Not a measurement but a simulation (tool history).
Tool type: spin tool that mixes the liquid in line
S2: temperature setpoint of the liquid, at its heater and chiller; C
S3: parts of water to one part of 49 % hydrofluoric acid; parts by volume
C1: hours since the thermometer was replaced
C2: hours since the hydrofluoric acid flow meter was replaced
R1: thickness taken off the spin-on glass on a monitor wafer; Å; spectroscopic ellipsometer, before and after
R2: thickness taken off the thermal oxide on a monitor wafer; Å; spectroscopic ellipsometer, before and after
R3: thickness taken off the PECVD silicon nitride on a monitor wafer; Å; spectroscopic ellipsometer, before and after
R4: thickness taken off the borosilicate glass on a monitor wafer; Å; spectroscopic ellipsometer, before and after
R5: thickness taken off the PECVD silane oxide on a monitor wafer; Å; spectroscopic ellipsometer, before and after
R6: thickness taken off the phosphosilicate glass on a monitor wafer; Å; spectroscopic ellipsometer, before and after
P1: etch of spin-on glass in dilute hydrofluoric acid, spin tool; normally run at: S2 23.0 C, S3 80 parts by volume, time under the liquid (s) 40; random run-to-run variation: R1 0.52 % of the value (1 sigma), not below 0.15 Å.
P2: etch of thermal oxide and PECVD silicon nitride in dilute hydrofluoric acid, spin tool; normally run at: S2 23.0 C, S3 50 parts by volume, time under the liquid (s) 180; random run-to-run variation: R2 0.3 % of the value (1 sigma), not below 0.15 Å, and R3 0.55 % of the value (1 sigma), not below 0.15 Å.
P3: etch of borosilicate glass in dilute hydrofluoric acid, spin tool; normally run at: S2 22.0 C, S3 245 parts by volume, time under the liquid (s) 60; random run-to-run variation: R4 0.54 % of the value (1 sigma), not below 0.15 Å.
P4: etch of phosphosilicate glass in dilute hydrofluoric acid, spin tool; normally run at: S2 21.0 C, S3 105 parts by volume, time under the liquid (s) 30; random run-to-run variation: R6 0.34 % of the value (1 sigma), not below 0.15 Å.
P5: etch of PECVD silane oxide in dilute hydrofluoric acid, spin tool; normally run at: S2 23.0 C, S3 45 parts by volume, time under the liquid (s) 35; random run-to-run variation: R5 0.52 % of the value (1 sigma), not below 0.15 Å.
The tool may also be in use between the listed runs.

Run 1, hour 8.2: process that ran P1, S2 23.0 C, S3 80 parts by volume, time under the liquid (s) 40; C1 333.4; C2 790.7. Result: R1 119.420 Å.
Run 2, hour 14.3: process that ran P2, S2 23.0 C, S3 50 parts by volume, time under the liquid (s) 180; C1 339.5; C2 796.8. Result: R2 171.590 Å, R3 117.3700 Å.
Run 3, hour 23.1: process that ran P3, S2 22.0 C, S3 245 parts by volume, time under the liquid (s) 60; C1 348.3; C2 805.6. Result: R4 66.861 Å.
Run 4, hour 30.9: process that ran P1, S2 17.0 C, S3 80 parts by volume, time under the liquid (s) 40; C1 356.1; C2 813.4. Result: R1 93.228 Å.
Run 5, hour 37.0: process that ran P5, S2 23.0 C, S3 65 parts by volume, time under the liquid (s) 35; C1 362.2; C2 819.5. Result: R5 204.80 Å.
Run 6, hour 44.0: process that ran P1, S2 23.0 C, S3 80 parts by volume, time under the liquid (s) 75; C1 369.2; C2 826.5. Result: R1 225.500 Å.
Run 7, hour 53.1: process that ran P2, S2 23.0 C, S3 30 parts by volume, time under the liquid (s) 180; C1 378.3; C2 835.6. Result: R2 294.010 Å, R3 193.5300 Å.
Run 8, hour 62.5: process that ran P1, S2 23.0 C, S3 110 parts by volume, time under the liquid (s) 40; C1 387.7; C2 845.0. Result: R1 83.810 Å.
Run 9, hour 70.0: process that ran P4, S2 21.0 C, S3 105 parts by volume, time under the liquid (s) 15; C1 395.2; C2 852.5. Result: R6 136.54 Å.
Run 10, hour 78.1: process that ran P4, S2 21.0 C, S3 45 parts by volume, time under the liquid (s) 30; C1 403.3; C2 860.6. Result: R6 683.54 Å.
Run 11, hour 84.5: process that ran P3, S2 22.0 C, S3 375 parts by volume, time under the liquid (s) 60; C1 409.7; C2 867.0. Result: R4 38.534 Å.
Run 12, hour 93.4: process that ran P4, S2 17.0 C, S3 105 parts by volume, time under the liquid (s) 30; C1 418.6; C2 875.9. Result: R6 231.78 Å.
Run 13, hour 98.0: process that ran P1, S2 17.5 C, S3 80 parts by volume, time under the liquid (s) 70; C1 423.2; C2 880.5. Result: R1 166.570 Å.
Run 14, hour 106.9: process that ran P1, S2 23.0 C, S3 80 parts by volume, time under the liquid (s) 15; C1 432.1; C2 889.4. Result: R1 45.360 Å.
Run 15, hour 116.1: process that ran P1, S2 23.0 C, S3 80 parts by volume, time under the liquid (s) 40; C1 441.3; C2 898.6. Result: R1 120.440 Å.
Run 16, hour 125.0: process that ran P5, S2 18.5 C, S3 45 parts by volume, time under the liquid (s) 35; C1 450.2; C2 907.5. Result: R5 250.20 Å.
Run 17, hour 134.0: process that ran P4, S2 21.0 C, S3 105 parts by volume, time under the liquid (s) 30; C1 459.2; C2 916.5. Result: R6 274.14 Å.
Run 18, hour 138.3: process that ran P3, S2 28.5 C, S3 245 parts by volume, time under the liquid (s) 60; C1 463.5; C2 920.8. Result: R4 84.155 Å.
Run 19, hour 144.6: process that ran P1, S2 23.0 C, S3 80 parts by volume, time under the liquid (s) 40; C1 469.8; C2 927.1. Result: R1 120.510 Å.
Run 20, hour 153.5: process that ran P1, S2 23.0 C, S3 80 parts by volume, time under the liquid (s) 40; C1 478.7; C2 936.0. Result: R1 118.590 Å.
Run 21, hour 162.0: process that ran P3, S2 22.0 C, S3 245 parts by volume, time under the liquid (s) 95; C1 487.2; C2 944.5. Result: R4 105.620 Å.
Run 22, hour 166.2: process that ran P1, S2 23.0 C, S3 80 parts by volume, time under the liquid (s) 40; C1 491.4; C2 948.7. Result: R1 119.890 Å.
Run 23, hour 174.3: process that ran P5, S2 23.0 C, S3 45 parts by volume, time under the liquid (s) 35; C1 499.5; C2 956.8. Result: R5 302.48 Å.
Run 24, hour 178.5: process that ran P2, S2 23.0 C, S3 50 parts by volume, time under the liquid (s) 15; C1 503.7; C2 961.0. Result: R2 14.505 Å, R3 9.5455 Å.
Run 25, hour 184.3: process that ran P5, S2 23.0 C, S3 45 parts by volume, time under the liquid (s) 55; C1 509.5; C2 966.8. Result: R5 473.50 Å.
Run 26, hour 189.0: process that ran P1, S2 31.0 C, S3 80 parts by volume, time under the liquid (s) 40; C1 514.2; C2 971.5. Result: R1 162.810 Å.
Run 27, hour 194.7: process that ran P1, S2 23.0 C, S3 40 parts by volume, time under the liquid (s) 40; C1 519.9; C2 977.2. Result: R1 250.820 Å.
Run 28, hour 201.1: process that ran P3, S2 22.0 C, S3 245 parts by volume, time under the liquid (s) 60; C1 526.3; C2 983.6. Result: R4 66.714 Å.
Run 29, hour 209.5: process that ran P2, S2 27.0 C, S3 50 parts by volume, time under the liquid (s) 180; C1 534.7; C2 992.0. Result: R2 201.270 Å, R3 153.1700 Å.
Run 30, hour 218.0: process that ran P1, S2 23.0 C, S3 80 parts by volume, time under the liquid (s) 40; C1 543.2; C2 1000.5. Result: R1 119.860 Å.
Run 31, hour 223.7: process that ran P1, S2 23.0 C, S3 80 parts by volume, time under the liquid (s) 40; C1 548.9; C2 1006.2. Result: R1 122.430 Å.
Run 32, hour 230.5: process that ran P1, S2 23.0 C, S3 80 parts by volume, time under the liquid (s) 40; C1 555.7; C2 1013.0. Result: R1 124.190 Å.
Run 33, hour 237.0: process that ran P1, S2 23.0 C, S3 80 parts by volume, time under the liquid (s) 40; C1 562.2; C2 1019.5. Result: R1 125.530 Å.
Run 34, hour 245.3: process that ran P1, S2 23.0 C, S3 80 parts by volume, time under the liquid (s) 40; C1 570.5; C2 1027.8. Result: R1 125.130 Å.
Run 35, hour 251.8: process that ran P1, S2 23.0 C, S3 80 parts by volume, time under the liquid (s) 40; C1 577.0; C2 1034.3. Result: R1 126.010 Å.
Run 36, hour 261.2: process that ran P1, S2 23.0 C, S3 80 parts by volume, time under the liquid (s) 40; C1 586.4; C2 1043.7. Result: R1 125.920 Å.
Run 37, hour 269.1: process that ran P1, S2 23.0 C, S3 80 parts by volume, time under the liquid (s) 40; C1 594.3; C2 1051.6. Result: R1 127.350 Å.
Run 38, hour 278.3: process that ran P1, S2 23.0 C, S3 80 parts by volume, time under the liquid (s) 40; C1 603.5; C2 1060.8. Result: R1 127.140 Å.

What P1 gives has crept off from where it sat before. The 2 causes that follow fit the log equally well, each at the size noted:
A: liquid hotter than its thermometer reads (K) = 1.41
B: hydrofluoric acid flow above the setpoint (%) = 5.31
Onset of the creep was near hour 218.0.

The check runs listed below each take one wafer, and their results are still question marks. Under which run would the listed causes lead to clearly different results?
Run check 1, hour 287.5: process that ran P2, S2 23.0 C, S3 50 parts by volume, time under the liquid (s) 180. Result: R2 ?, R3 ?.
Run check 2, hour 287.5: process that ran P3, S2 22.0 C, S3 245 parts by volume, time under the liquid (s) 60. Result: R4 ?.
Run check 3, hour 287.5: process that ran P5, S2 23.0 C, S3 45 parts by volume, time under the liquid (s) 35. Result: R5 ?.
Run check 4, hour 287.5: process that ran P4, S2 21.0 C, S3 105 parts by volume, time under the liquid (s) 30. Result: R6 ?.

If the cause were each of the candidates in turn, the checks would give the following:
  check  result      if A      if B
check 1      R2   182.120   181.540
check 1      R3  128.7200  123.0900
check 2      R4    70.298    71.183
check 3      R5    320.33    319.15
check 4      R6    289.54    289.80
Distance between the nearest two causes, measured in the result of the check that separates them most: check 1 4.48 %; check 2 1.25 %; check 3 0.37 %; check 4 0.09 %
Only check 1 tells the causes apart: in the others they would give nearly the same result.

After running check 1, the following was obtained: R2 182.510 Å; R3 129.5500 Å. Which cause does this point to?

It is A: liquid hotter than its thermometer reads (K).
